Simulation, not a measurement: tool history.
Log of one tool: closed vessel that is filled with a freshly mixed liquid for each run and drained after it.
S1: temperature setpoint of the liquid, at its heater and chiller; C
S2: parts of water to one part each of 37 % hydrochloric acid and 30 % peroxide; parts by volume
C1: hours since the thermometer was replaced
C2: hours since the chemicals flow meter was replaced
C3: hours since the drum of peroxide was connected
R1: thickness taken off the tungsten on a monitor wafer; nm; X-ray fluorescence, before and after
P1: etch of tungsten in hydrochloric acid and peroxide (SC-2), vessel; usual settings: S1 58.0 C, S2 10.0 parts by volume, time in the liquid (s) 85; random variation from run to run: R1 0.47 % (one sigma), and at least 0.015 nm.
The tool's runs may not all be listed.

Run 1, hour 3.5: S1 58.0 C, S2 10.0 parts by volume, time in the liquid (s) 85; C1 360.5; C2 543.7; C3 455.3. Result: R1 34.628 nm.
Run 2, hour 7.6: S1 58.0 C, S2 10.0 parts by volume, time in the liquid (s) 85; C1 364.6; C2 547.8; C3 459.4. Result: R1 34.549 nm.
Run 3, hour 9.8: S1 58.0 C, S2 10.0 parts by volume, time in the liquid (s) 85; C1 366.8; C2 550.0; C3 461.6. Result: R1 34.723 nm.
Run 4, hour 12.3: S1 58.0 C, S2 10.0 parts by volume, time in the liquid (s) 85; C1 369.3; C2 552.5; C3 464.1. Result: R1 34.659 nm.
Run 5, hour 16.8: S1 58.0 C, S2 10.0 parts by volume, time in the liquid (s) 85; C1 373.8; C2 557.0; C3 468.6. Result: R1 34.461 nm.
At hour 18.3: thermometer replaced.
Run 6, hour 19.2: S1 58.0 C, S2 10.0 parts by volume, time in the liquid (s) 85; C1 1.0; C2 559.4; C3 471.0. Result: R1 34.339 nm.
Run 7, hour 21.4: S1 58.0 C, S2 5.0 parts by volume, time in the liquid (s) 160; C1 3.2; C2 561.6; C3 473.2. Result: R1 112.550 nm.
Run 8, hour 25.2: S1 72.0 C, S2 10.0 parts by volume, time in the liquid (s) 85; C1 7.0; C2 565.4; C3 477.0. Result: R1 81.552 nm.
Run 9, hour 29.2: S1 58.0 C, S2 10.0 parts by volume, time in the liquid (s) 140; C1 11.0; C2 569.4; C3 481.0. Result: R1 56.952 nm.
Run 10, hour 34.0: S1 58.0 C, S2 10.0 parts by volume, time in the liquid (s) 85; C1 15.8; C2 574.2; C3 485.8. Result: R1 34.295 nm.
Run 11, hour 37.4: S1 58.0 C, S2 17.5 parts by volume, time in the liquid (s) 85; C1 19.2; C2 577.6; C3 489.2. Result: R1 21.252 nm.
Run 12, hour 41.2: S1 41.5 C, S2 10.0 parts by volume, time in the liquid (s) 85; C1 23.0; C2 581.4; C3 493.0. Result: R1 11.536 nm.
Run 13, hour 44.7: S1 58.0 C, S2 10.0 parts by volume, time in the liquid (s) 40; C1 26.5; C2 584.9; C3 496.5. Result: R1 16.311 nm.
Run 14, hour 48.7: S1 58.0 C, S2 4.0 parts by volume, time in the liquid (s) 85; C1 30.5; C2 588.9; C3 500.5. Result: R1 69.466 nm.
Run 15, hour 52.1: S1 58.0 C, S2 10.0 parts by volume, time in the liquid (s) 85; C1 33.9; C2 592.3; C3 503.9. Result: R1 34.992 nm.
Run 16, hour 55.6: S1 58.0 C, S2 10.0 parts by volume, time in the liquid (s) 85; C1 37.4; C2 595.8; C3 507.4. Result: R1 36.380 nm.
Run 17, hour 58.6: S1 58.0 C, S2 10.0 parts by volume, time in the liquid (s) 85; C1 40.4; C2 598.8; C3 510.4. Result: R1 36.922 nm.
Run 18, hour 62.8: S1 58.0 C, S2 10.0 parts by volume, time in the liquid (s) 85; C1 44.6; C2 603.0; C3 514.6. Result: R1 37.562 nm.
Run 19, hour 66.1: S1 58.0 C, S2 10.0 parts by volume, time in the liquid (s) 85; C1 47.9; C2 606.3; C3 517.9. Result: R1 37.553 nm.
Run 20, hour 68.7: S1 58.0 C, S2 10.0 parts by volume, time in the liquid (s) 85; C1 50.5; C2 608.9; C3 520.5. Result: R1 37.696 nm.
Run 21, hour 70.7: S1 58.0 C, S2 10.0 parts by volume, time in the liquid (s) 85; C1 52.5; C2 610.9; C3 522.5. Result: R1 37.387 nm.
Run 22, hour 75.0: S1 58.0 C, S2 10.0 parts by volume, time in the liquid (s) 85; C1 56.8; C2 615.2; C3 526.8. Result: R1 37.883 nm.

The next listed run, before its measurement:
Run 23, hour 77.3: S1 58.0 C, S2 10.0 parts by volume, time in the liquid (s) 85; C1 59.1; C2 617.5; C3 529.1. Result: R1 ?.

R1: 37.590 nm
